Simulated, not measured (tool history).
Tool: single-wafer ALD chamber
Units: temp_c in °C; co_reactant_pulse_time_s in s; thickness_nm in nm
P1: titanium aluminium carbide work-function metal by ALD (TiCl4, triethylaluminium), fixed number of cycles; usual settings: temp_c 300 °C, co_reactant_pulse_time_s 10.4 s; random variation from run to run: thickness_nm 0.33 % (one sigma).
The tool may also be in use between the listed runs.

run,day,temp_c,co_reactant_pulse_time_s,hours since the last thermocouple change,hours since the last triethylaluminium bottle change,thickness_nm
1,0.271,300,10.4,720.5,706.5,1.9511
2,0.517,300,10.4,726.4,712.4,1.9565
# day 0.638: triethylaluminium bottle replaced
3,0.671,315,15.43,730.1,0.8,2.1317
# day 0.904: thermocouple changed; heater temperature recalibrated
4,0.912,300,14.61,0.2,6.6,1.9886
5,1.142,300,5.73,5.7,12.1,1.7237
6,1.288,300,10.4,9.2,15.6,1.9585
7,1.454,276,10.4,13.2,19.6,1.7579
8,1.746,288,5.37,20.2,26.6,1.6018
9,2.029,300,10.4,27,33.4,1.9676
10,2.321,300,10.4,34,40.4,1.945
11,2.533,325,10.4,39.1,45.5,2.1687
12,2.7,300,10.4,43.1,49.5,1.946
13,2.933,300,10.4,48.7,55.1,1.9549
14,3.117,300,10.4,53.1,59.5,1.9439
15,3.346,300,10.4,58.6,65,1.9372
16,3.517,300,10.4,62.7,69.1,1.9218
17,3.646,300,10.4,65.8,72.2,1.9278
18,3.838,300,10.4,70.4,76.8,1.9002
19,4.108,300,10.4,76.9,83.3,1.905

What P1 gives has crept away from where it was. These 2 causes fit the log equally well, each at the size given:
A: triethylaluminium dose below that of a fresh bottle (%) = 15.5
B: wafer temperature below the value expected at the setpoint (K) = 4.88
The creep began at about day 2.933.

4 check runs are offered, one wafer each, their results left as question marks. Which one tells the causes apart?
check 1,4.379,318,10.4,,,?
check 2,4.379,282,10.4,,,?
check 3,4.379,309,6.99,,,?
check 4,4.379,277,10.4,,,?

What each check would give under each cause:
check,result,if A,if B
check 1,thickness_nm,2.0637,2.0664
check 2,thickness_nm,1.7646,1.7622
check 3,thickness_nm,1.8165,1.8624
check 4,thickness_nm,1.7239,1.7208
How far apart the two closest causes lie, in the result that separates them most: check 1 0.13 %; check 2 0.14 %; check 3 2.5 %; check 4 0.18 %
Only check 3 tells the causes apart: in the others they would give nearly the same result.

Then check 3 was run and gave: thickness_nm 1.8093 nm. Which cause is it?

It is A: triethylaluminium dose below that of a fresh bottle (%).

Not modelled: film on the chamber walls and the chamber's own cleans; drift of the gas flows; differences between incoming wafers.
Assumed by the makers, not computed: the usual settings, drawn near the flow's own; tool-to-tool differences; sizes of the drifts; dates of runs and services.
